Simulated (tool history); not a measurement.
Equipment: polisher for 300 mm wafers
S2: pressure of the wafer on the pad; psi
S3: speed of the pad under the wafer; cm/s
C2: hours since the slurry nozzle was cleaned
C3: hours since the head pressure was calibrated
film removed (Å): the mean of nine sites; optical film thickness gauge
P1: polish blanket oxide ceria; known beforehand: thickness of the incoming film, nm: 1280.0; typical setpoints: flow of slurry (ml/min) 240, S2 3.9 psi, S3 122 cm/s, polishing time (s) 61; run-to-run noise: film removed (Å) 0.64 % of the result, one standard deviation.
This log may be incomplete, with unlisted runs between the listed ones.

Run 1, hour 11.2: flow of slurry (ml/min) 240, S2 3.9 psi, S3 122 cm/s, polishing time (s) 61; wafers polished on this pad 588; C2 567.6; C3 169.0. Result: film removed (Å) 3456.9.
Run 2, hour 28.1: flow of slurry (ml/min) 240, S2 3.9 psi, S3 186 cm/s, polishing time (s) 61; wafers polished on this pad 747; C2 584.5; C3 185.9. Result: film removed (Å) 5290.0.
Run 3, hour 45.4: flow of slurry (ml/min) 240, S2 3.9 psi, S3 66 cm/s, polishing time (s) 61; wafers polished on this pad 910; C2 601.8; C3 203.2. Result: film removed (Å) 1883.7.
Run 4, hour 53.7: flow of slurry (ml/min) 240, S2 3.9 psi, S3 122 cm/s, polishing time (s) 95; wafers polished on this pad 989; C2 610.1; C3 211.5. Result: film removed (Å) 5377.3.
Run 5, hour 62.8: flow of slurry (ml/min) 240, S2 3.9 psi, S3 122 cm/s, polishing time (s) 61; wafers polished on this pad 1075; C2 619.2; C3 220.6. Result: film removed (Å) 3490.9.
Run 6, hour 72.4: flow of slurry (ml/min) 240, S2 3.9 psi, S3 166 cm/s, polishing time (s) 32; wafers polished on this pad 1165; C2 628.8; C3 230.2. Result: film removed (Å) 2501.7.
Run 7, hour 86.4: flow of slurry (ml/min) 240, S2 3.9 psi, S3 122 cm/s, polishing time (s) 61; wafers polished on this pad 1298; C2 642.8; C3 244.2. Result: film removed (Å) 3459.1.
Run 8, hour 95.6: flow of slurry (ml/min) 380, S2 3.9 psi, S3 122 cm/s, polishing time (s) 61; wafers polished on this pad 1384; C2 652.0; C3 253.4. Result: film removed (Å) 3609.3.
Run 9, hour 105.5: flow of slurry (ml/min) 145, S2 3.9 psi, S3 122 cm/s, polishing time (s) 61; wafers polished on this pad 1478; C2 661.9; C3 263.3. Result: film removed (Å) 3253.4.
Run 10, hour 113.8: flow of slurry (ml/min) 240, S2 3.9 psi, S3 122 cm/s, polishing time (s) 61; wafers polished on this pad 1556; C2 670.2; C3 271.6. Result: film removed (Å) 3435.1.
Run 11, hour 123.6: flow of slurry (ml/min) 240, S2 5.7 psi, S3 122 cm/s, polishing time (s) 61; wafers polished on this pad 1649; C2 680.0; C3 281.4. Result: film removed (Å) 5057.3.
Run 12, hour 132.7: flow of slurry (ml/min) 240, S2 3.9 psi, S3 122 cm/s, polishing time (s) 61; wafers polished on this pad 1735; C2 689.1; C3 290.5. Result: film removed (Å) 3480.8.
Run 13, hour 142.3: flow of slurry (ml/min) 240, S2 1.8 psi, S3 122 cm/s, polishing time (s) 61; wafers polished on this pad 1825; C2 698.7; C3 300.1. Result: film removed (Å) 1603.3.
At hour 143.0: slurry nozzle cleaned.
Run 14, hour 157.8: flow of slurry (ml/min) 240, S2 3.9 psi, S3 122 cm/s, polishing time (s) 29; wafers polished on this pad 1972; C2 14.8; C3 315.6. Result: film removed (Å) 1646.0.
Run 15, hour 167.9: flow of slurry (ml/min) 240, S2 3.9 psi, S3 122 cm/s, polishing time (s) 61; wafers polished on this pad 2067; C2 24.9; C3 325.7. Result: film removed (Å) 3452.4.
Run 16, hour 177.8: flow of slurry (ml/min) 240, S2 3.9 psi, S3 122 cm/s, polishing time (s) 61; wafers polished on this pad 2161; C2 34.8; C3 335.6. Result: film removed (Å) 3439.9.
Run 17, hour 191.0: flow of slurry (ml/min) 240, S2 3.9 psi, S3 122 cm/s, polishing time (s) 61; wafers polished on this pad 2285; C2 48.0; C3 348.8. Result: film removed (Å) 3424.6.
Run 18, hour 199.5: flow of slurry (ml/min) 240, S2 3.9 psi, S3 122 cm/s, polishing time (s) 61; wafers polished on this pad 2365; C2 56.5; C3 357.3. Result: film removed (Å) 3380.4.
At hour 211.4: worn pad replaced by a new one.
Run 19, hour 214.1: flow of slurry (ml/min) 240, S2 3.9 psi, S3 122 cm/s, polishing time (s) 61; wafers polished on this pad 26; C2 71.1; C3 371.9. Result: film removed (Å) 3307.1.
Run 20, hour 222.2: flow of slurry (ml/min) 240, S2 3.9 psi, S3 122 cm/s, polishing time (s) 61; wafers polished on this pad 102; C2 79.2; C3 380.0. Result: film removed (Å) 3327.7.
Run 21, hour 238.4: flow of slurry (ml/min) 240, S2 3.9 psi, S3 122 cm/s, polishing time (s) 61; wafers polished on this pad 255; C2 95.4; C3 396.2. Result: film removed (Å) 3320.8.
Run 22, hour 250.1: flow of slurry (ml/min) 240, S2 3.9 psi, S3 122 cm/s, polishing time (s) 61; wafers polished on this pad 366; C2 107.1; C3 407.9. Result: film removed (Å) 3291.6.
Run 23, hour 262.4: flow of slurry (ml/min) 240, S2 3.9 psi, S3 122 cm/s, polishing time (s) 61; wafers polished on this pad 482; C2 119.4; C3 420.2. Result: film removed (Å) 3284.6.
Run 24, hour 279.8: flow of slurry (ml/min) 240, S2 3.9 psi, S3 122 cm/s, polishing time (s) 61; wafers polished on this pad 646; C2 136.8; C3 437.6. Result: film removed (Å) 3281.1.

What P1 gives has crept off from where it sat before. The 2 causes that follow fit the log equally well, each at the size noted:
A: head's pressure below its setpoint, % = 5.13
B: slurry flow missing at the pad, % = 32.4
The process output started creeping at around hour 167.9.
Ruled out, with reasons:
removal rate lost through wear of the pad, %: serviced at hour 211.4, which brought nothing back

Which of the check runs below tells the causes apart, meaning the causes would give it clearly different results? Each run uses 3 wafers whose results are averaged, and each result is shown as a question mark.
Run check 1, hour 297.2: flow of slurry (ml/min) 145, S2 3.9 psi, S3 182 cm/s, polishing time (s) 61. Result: film removed (Å) ?.
Run check 2, hour 297.2: flow of slurry (ml/min) 240, S2 2.2 psi, S3 162 cm/s, polishing time (s) 61. Result: film removed (Å) ?.
Run check 3, hour 297.2: flow of slurry (ml/min) 240, S2 4.8 psi, S3 122 cm/s, polishing time (s) 94. Result: film removed (Å) ?.
Run check 4, hour 297.2: flow of slurry (ml/min) 240, S2 3.9 psi, S3 172 cm/s, polishing time (s) 30. Result: film removed (Å) ?.

Predicted outcomes, by check and by cause:
  check            result    if A    if B
check 1  film removed (Å)  4581.2  4439.8
check 2  film removed (Å)  2471.7  2471.4
check 3  film removed (Å)  6258.3  6257.4
check 4  film removed (Å)  2287.9  2287.6
Distance between the nearest two causes, measured in the result of the check that separates them most: check 1 3.13 %; check 2 0.01 %; check 3 0.01 %; check 4 0.01 %
Only check 1 tells the causes apart: in the others they would give nearly the same result.

After running check 1, the following was obtained: film removed (Å) 4462.7. Which cause does this point to?

The correct cause is B, namely: slurry flow missing at the pad, %.
